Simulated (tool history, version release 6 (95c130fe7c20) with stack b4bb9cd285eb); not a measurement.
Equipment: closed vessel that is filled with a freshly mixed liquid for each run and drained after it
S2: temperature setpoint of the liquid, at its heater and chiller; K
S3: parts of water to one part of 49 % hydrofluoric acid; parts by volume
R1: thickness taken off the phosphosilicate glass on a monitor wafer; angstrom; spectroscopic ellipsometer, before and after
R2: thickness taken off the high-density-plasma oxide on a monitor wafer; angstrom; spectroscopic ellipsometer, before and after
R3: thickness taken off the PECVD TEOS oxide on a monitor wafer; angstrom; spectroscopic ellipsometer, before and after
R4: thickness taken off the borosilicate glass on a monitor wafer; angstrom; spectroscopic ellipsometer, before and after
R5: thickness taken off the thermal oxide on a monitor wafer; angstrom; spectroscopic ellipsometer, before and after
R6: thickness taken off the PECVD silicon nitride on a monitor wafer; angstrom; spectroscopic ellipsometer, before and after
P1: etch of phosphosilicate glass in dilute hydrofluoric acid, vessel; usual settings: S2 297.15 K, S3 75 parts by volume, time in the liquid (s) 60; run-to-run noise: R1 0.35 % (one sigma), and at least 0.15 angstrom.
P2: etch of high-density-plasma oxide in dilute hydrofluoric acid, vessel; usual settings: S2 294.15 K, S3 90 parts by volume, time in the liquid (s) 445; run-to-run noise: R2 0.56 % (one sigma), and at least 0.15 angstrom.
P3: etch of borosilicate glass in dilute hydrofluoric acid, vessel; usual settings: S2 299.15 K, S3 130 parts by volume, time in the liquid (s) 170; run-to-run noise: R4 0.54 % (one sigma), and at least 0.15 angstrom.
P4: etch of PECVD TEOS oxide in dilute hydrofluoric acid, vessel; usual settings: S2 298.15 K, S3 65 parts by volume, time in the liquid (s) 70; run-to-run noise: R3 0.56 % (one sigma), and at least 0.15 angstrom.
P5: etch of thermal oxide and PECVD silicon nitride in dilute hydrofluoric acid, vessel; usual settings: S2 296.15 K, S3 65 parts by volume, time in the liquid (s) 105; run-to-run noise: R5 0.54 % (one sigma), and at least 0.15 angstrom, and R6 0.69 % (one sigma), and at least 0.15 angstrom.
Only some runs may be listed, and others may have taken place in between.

run 1 day=0.333 | process_that_ran=P1 S2=297.15 S3=75 time_in_the_liquid_(s)=60 | R1=611.73
run 2 day=0.65 | process_that_ran=P2 S2=294.15 S3=90 time_in_the_liquid_(s)=445 | R2=227.4
run 3 day=0.892 | process_that_ran=P1 S2=297.15 S3=75 time_in_the_liquid_(s)=60 | R1=617.37
run 4 day=1.221 | process_that_ran=P4 S2=298.15 S3=105 time_in_the_liquid_(s)=70 | R3=82.258
run 5 day=1.658 | process_that_ran=P3 S2=291.15 S3=130 time_in_the_liquid_(s)=170 | R4=265.03
run 6 day=2.038 | process_that_ran=P3 S2=299.15 S3=130 time_in_the_liquid_(s)=170 | R4=361.21
-- day=2.092 hydrofluoric acid flow meter replaced
run 7 day=2.296 | process_that_ran=P2 S2=294.15 S3=90 time_in_the_liquid_(s)=445 | R2=228.26
run 8 day=2.612 | process_that_ran=P1 S2=304.15 S3=75 time_in_the_liquid_(s)=60 | R1=806.93
run 9 day=2.896 | process_that_ran=P1 S2=297.15 S3=75 time_in_the_liquid_(s)=60 | R1=610.87
run 10 day=3.296 | process_that_ran=P1 S2=290.65 S3=75 time_in_the_liquid_(s)=100 | R1=781.96
run 11 day=3.508 | process_that_ran=P2 S2=300.15 S3=90 time_in_the_liquid_(s)=445 | R2=289.29
run 12 day=3.875 | process_that_ran=P1 S2=290.65 S3=75 time_in_the_liquid_(s)=60 | R1=467.26
run 13 day=4.325 | process_that_ran=P1 S2=297.15 S3=20 time_in_the_liquid_(s)=60 | R1=2471.2
run 14 day=4.758 | process_that_ran=P5 S2=296.15 S3=65 time_in_the_liquid_(s)=105 | R5=75.253 R6=36.784
run 15 day=5.125 | process_that_ran=P5 S2=296.15 S3=65 time_in_the_liquid_(s)=105 | R5=74.909 R6=36.791
run 16 day=5.429 | process_that_ran=P1 S2=297.15 S3=130 time_in_the_liquid_(s)=60 | R1=329.46
run 17 day=5.871 | process_that_ran=P1 S2=297.15 S3=75 time_in_the_liquid_(s)=60 | R1=616.82
run 18 day=6.142 | process_that_ran=P1 S2=297.15 S3=75 time_in_the_liquid_(s)=30 | R1=305.5
run 19 day=6.467 | process_that_ran=P3 S2=299.15 S3=130 time_in_the_liquid_(s)=30 | R4=63.218
run 20 day=6.758 | process_that_ran=P1 S2=297.15 S3=75 time_in_the_liquid_(s)=60 | R1=614.49
run 21 day=7.15 | process_that_ran=P5 S2=296.15 S3=90 time_in_the_liquid_(s)=105 | R5=52.403 R6=26.694
run 22 day=7.592 | process_that_ran=P5 S2=296.15 S3=65 time_in_the_liquid_(s)=50 | R5=35.976 R6=17.535
run 23 day=8.05 | process_that_ran=P1 S2=297.15 S3=75 time_in_the_liquid_(s)=85 | R1=867.81
run 24 day=8.525 | process_that_ran=P4 S2=306.15 S3=65 time_in_the_liquid_(s)=70 | R3=191.73
run 25 day=8.992 | process_that_ran=P3 S2=299.15 S3=75 time_in_the_liquid_(s)=170 | R4=675.94
run 26 day=9.429 | process_that_ran=P1 S2=297.15 S3=30 time_in_the_liquid_(s)=30 | R1=814.16
run 27 day=9.892 | process_that_ran=P1 S2=297.15 S3=75 time_in_the_liquid_(s)=60 | R1=617.06
run 28 day=10.25 | process_that_ran=P4 S2=298.15 S3=65 time_in_the_liquid_(s)=30 | R3=60.385
run 29 day=10.508 | process_that_ran=P2 S2=294.15 S3=155 time_in_the_liquid_(s)=445 | R2=123.34
run 30 day=10.808 | process_that_ran=P4 S2=298.15 S3=65 time_in_the_liquid_(s)=70 | R3=140.21
run 31 day=11.133 | process_that_ran=P4 S2=298.15 S3=65 time_in_the_liquid_(s)=70 | R3=141.42
run 32 day=11.446 | process_that_ran=P2 S2=294.15 S3=90 time_in_the_liquid_(s)=790 | R2=402.04
run 33 day=11.75 | process_that_ran=P5 S2=302.65 S3=65 time_in_the_liquid_(s)=105 | R5=97.585 R6=56.96
run 34 day=11.996 | process_that_ran=P1 S2=297.15 S3=75 time_in_the_liquid_(s)=60 | R1=610.62
run 35 day=12.325 | process_that_ran=P1 S2=297.15 S3=135 time_in_the_liquid_(s)=30 | R1=157.93
run 36 day=12.533 | process_that_ran=P1 S2=297.15 S3=75 time_in_the_liquid_(s)=60 | R1=612.6
run 37 day=12.783 | process_that_ran=P1 S2=297.15 S3=75 time_in_the_liquid_(s)=60 | R1=600.28
run 38 day=13.238 | process_that_ran=P1 S2=297.15 S3=75 time_in_the_liquid_(s)=60 | R1=586.22
run 39 day=13.462 | process_that_ran=P1 S2=297.15 S3=75 time_in_the_liquid_(s)=60 | R1=577.59
run 40 day=13.829 | process_that_ran=P1 S2=297.15 S3=75 time_in_the_liquid_(s)=60 | R1=573.83
run 41 day=14.171 | process_that_ran=P1 S2=297.15 S3=75 time_in_the_liquid_(s)=60 | R1=574.35
run 42 day=14.533 | process_that_ran=P1 S2=297.15 S3=75 time_in_the_liquid_(s)=60 | R1=571.38
run 43 day=14.971 | process_that_ran=P1 S2=297.15 S3=75 time_in_the_liquid_(s)=60 | R1=571.11

The output of P1 has drifted from where it used to be. Each of the 2 causes below, taken at the size shown beside it, accounts for the log equally well:
A: liquid colder than its thermometer reads (K) = 1.77
B: hydrofluoric acid flow below the setpoint (%) = 6.33
The creep began at about day 12.533.

Which of the 4 check runs listed below, each an average over 2 wafers with its results shown as question marks, gives clearly different results under the different listed causes?
run check 1 day=15.408 | process_that_ran=P4 S2=306.15 S3=65 time_in_the_liquid_(s)=70 | R3=?
run check 2 day=15.408 | process_that_ran=P5 S2=299.65 S3=85 time_in_the_liquid_(s)=105 | R5=? R6=?
run check 3 day=15.408 | process_that_ran=P2 S2=297.65 S3=90 time_in_the_liquid_(s)=445 | R2=?
run check 4 day=15.408 | process_that_ran=P3 S2=291.65 S3=130 time_in_the_liquid_(s)=75 | R4=?

If the cause were each of the candidates in turn, the checks would give the following:
check=check_1 result=R3 if_A=179.56 if_B=178.64
check=check_2 result=R5 if_A=60.245 if_B=60.061
check=check_2 result=R6 if_A=31.852 if_B=33.52
check=check_3 result=R2 if_A=245.09 if_B=244.57
check=check_4 result=R4 if_A=110.5 if_B=110.34
Distance between the nearest two causes, measured in the result of the check that separates them most: check 1 0.51 %; check 2 5.11 %; check 3 0.21 %; check 4 0.15 %
Of the check runs offered, only check 2 discriminates between the causes; the rest would read about the same regardless of which cause applies.

Running check 2 produced the following: R5 59.779 angstrom; R6 31.499 angstrom. Which one of the listed causes fits?

It was cause A: liquid colder than its thermometer reads (K).
